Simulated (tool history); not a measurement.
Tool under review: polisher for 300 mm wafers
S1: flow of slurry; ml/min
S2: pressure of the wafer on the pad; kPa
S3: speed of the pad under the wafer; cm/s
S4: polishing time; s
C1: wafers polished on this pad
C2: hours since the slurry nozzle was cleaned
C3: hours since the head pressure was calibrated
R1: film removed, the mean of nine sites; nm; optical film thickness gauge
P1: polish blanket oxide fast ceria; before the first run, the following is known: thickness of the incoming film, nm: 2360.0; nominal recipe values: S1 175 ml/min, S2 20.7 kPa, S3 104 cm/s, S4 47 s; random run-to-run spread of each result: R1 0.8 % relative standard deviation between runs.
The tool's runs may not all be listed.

| run | hour | S1 | S2 | S3 | S4 | C1 | C2 | C3 | R1 |
|---|---|---|---|---|---|---|---|---|---|
| 1 | 6.8 | 175 | 20.7 | 104 | 47 | 276 | 92.3 | 500.6 | 966.37 |
| 2 | 11.6 | 105 | 20.7 | 104 | 47 | 336 | 97.1 | 505.4 | 884.85 |
| 3 | 20.1 | 175 | 30.3 | 104 | 47 | 443 | 105.6 | 513.9 | 1432.6 |
|  | 22.1 | slurry nozzle cleaned |
| 4 | 26.7 | 175 | 20.7 | 104 | 47 | 527 | 4.6 | 520.5 | 964.3 |
| 5 | 33.9 | 175 | 20.7 | 104 | 47 | 617 | 11.8 | 527.7 | 977.12 |
| 6 | 38.6 | 175 | 20.7 | 104 | 23 | 677 | 16.5 | 532.4 | 475.51 |
| 7 | 47.6 | 175 | 20.7 | 104 | 47 | 790 | 25.5 | 541.4 | 972.72 |
| 8 | 56.2 | 175 | 20.7 | 46 | 47 | 898 | 34.1 | 550 | 434.06 |
| 9 | 63.3 | 175 | 20.7 | 158 | 31 | 988 | 41.2 | 557.1 | 971.78 |
| 10 | 70 | 175 | 20.7 | 164 | 47 | 1072 | 47.9 | 563.8 | 1528.7 |
| 11 | 79.3 | 175 | 11 | 104 | 47 | 1189 | 57.2 | 573.1 | 510.12 |
| 12 | 89.6 | 175 | 20.7 | 104 | 66 | 1319 | 67.5 | 583.4 | 1353 |
| 13 | 96.5 | 130 | 15.2 | 104 | 47 | 1406 | 74.4 | 590.3 | 670.48 |
| 14 | 104.5 | 175 | 20.7 | 104 | 47 | 1507 | 82.4 | 598.3 | 970.13 |
| 15 | 112 | 260 | 20.7 | 104 | 47 | 1602 | 89.9 | 605.8 | 1030.3 |
| 16 | 121.4 | 175 | 20.7 | 104 | 47 | 1720 | 99.3 | 615.2 | 980.21 |
| 17 | 129.8 | 175 | 20.7 | 104 | 47 | 1826 | 107.7 | 623.6 | 964.13 |
| 18 | 139.1 | 175 | 20.7 | 104 | 47 | 1943 | 117 | 632.9 | 938.36 |
| 19 | 145.3 | 175 | 20.7 | 104 | 47 | 2021 | 123.2 | 639.1 | 910.89 |
| 20 | 153 | 175 | 20.7 | 104 | 47 | 2118 | 130.9 | 646.8 | 912.31 |
|  | 159.7 | worn pad replaced by a new one |
| 21 | 160.3 | 175 | 20.7 | 104 | 47 | 7 | 138.2 | 654.1 | 907.35 |
| 22 | 165.1 | 175 | 20.7 | 104 | 47 | 68 | 143 | 658.9 | 915.88 |
| 23 | 173.4 | 175 | 20.7 | 104 | 47 | 172 | 151.3 | 667.2 | 894.1 |
| 24 | 183.1 | 175 | 20.7 | 104 | 47 | 295 | 161 | 676.9 | 901.21 |
| 25 | 190.9 | 175 | 20.7 | 104 | 47 | 393 | 168.8 | 684.7 | 901.96 |
| 26 | 199.2 | 175 | 20.7 | 104 | 47 | 498 | 177.1 | 693 | 897.92 |
| 27 | 208.3 | 175 | 20.7 | 104 | 47 | 612 | 186.2 | 702.1 | 903.78 |

Something has made what P1 gives creep away from where it was; the 2 causes below, each at its own stated size, fit the log equally well:
A: head's pressure below its setpoint, % = 7.61
B: slurry flow missing at the pad, % = 34.8
Creep in the process output first set in at about hour 121.4.
Excluded causes, each with its reason:
removal rate lost through wear of the pad, %: work on it at hour 159.7, done after the drift set in, did not restore what the process gave before

4 check runs are offered, each on 2 wafers whose results are averaged, their results left as question marks. Which one tells the causes apart?
| check 1 | 217.4 | 105 | 20.7 | 136 | 47 |  |  |  | ? |
| check 2 | 217.4 | 175 | 25.5 | 104 | 47 |  |  |  | ? |
| check 3 | 217.4 | 175 | 20.7 | 162 | 47 |  |  |  | ? |
| check 4 | 217.4 | 175 | 20.7 | 58 | 26 |  |  |  | ? |

What every check run would give for each of its results, assuming each possible cause in turn:
| check | result | if A | if B |
|---|---|---|---|
| check 1 | R1 | 1070.4 | 1023 |
| check 2 | R1 | 1113.8 | 1113.9 |
| check 3 | R1 | 1406.7 | 1406.8 |
| check 4 | R1 | 278.61 | 278.63 |
Distance between the nearest two causes, measured in the result of the check that separates them most: check 1 4.53 %; check 2 0.01 %; check 3 0.01 %; check 4 0.01 %
Check 1 distinguishes between the causes, while the remaining checks would return nearly the same result for all of them.

With check 1 done, the readings were: R1 1073.1 nm. Identify which of the listed causes applies.

It is A: head's pressure below its setpoint, %.
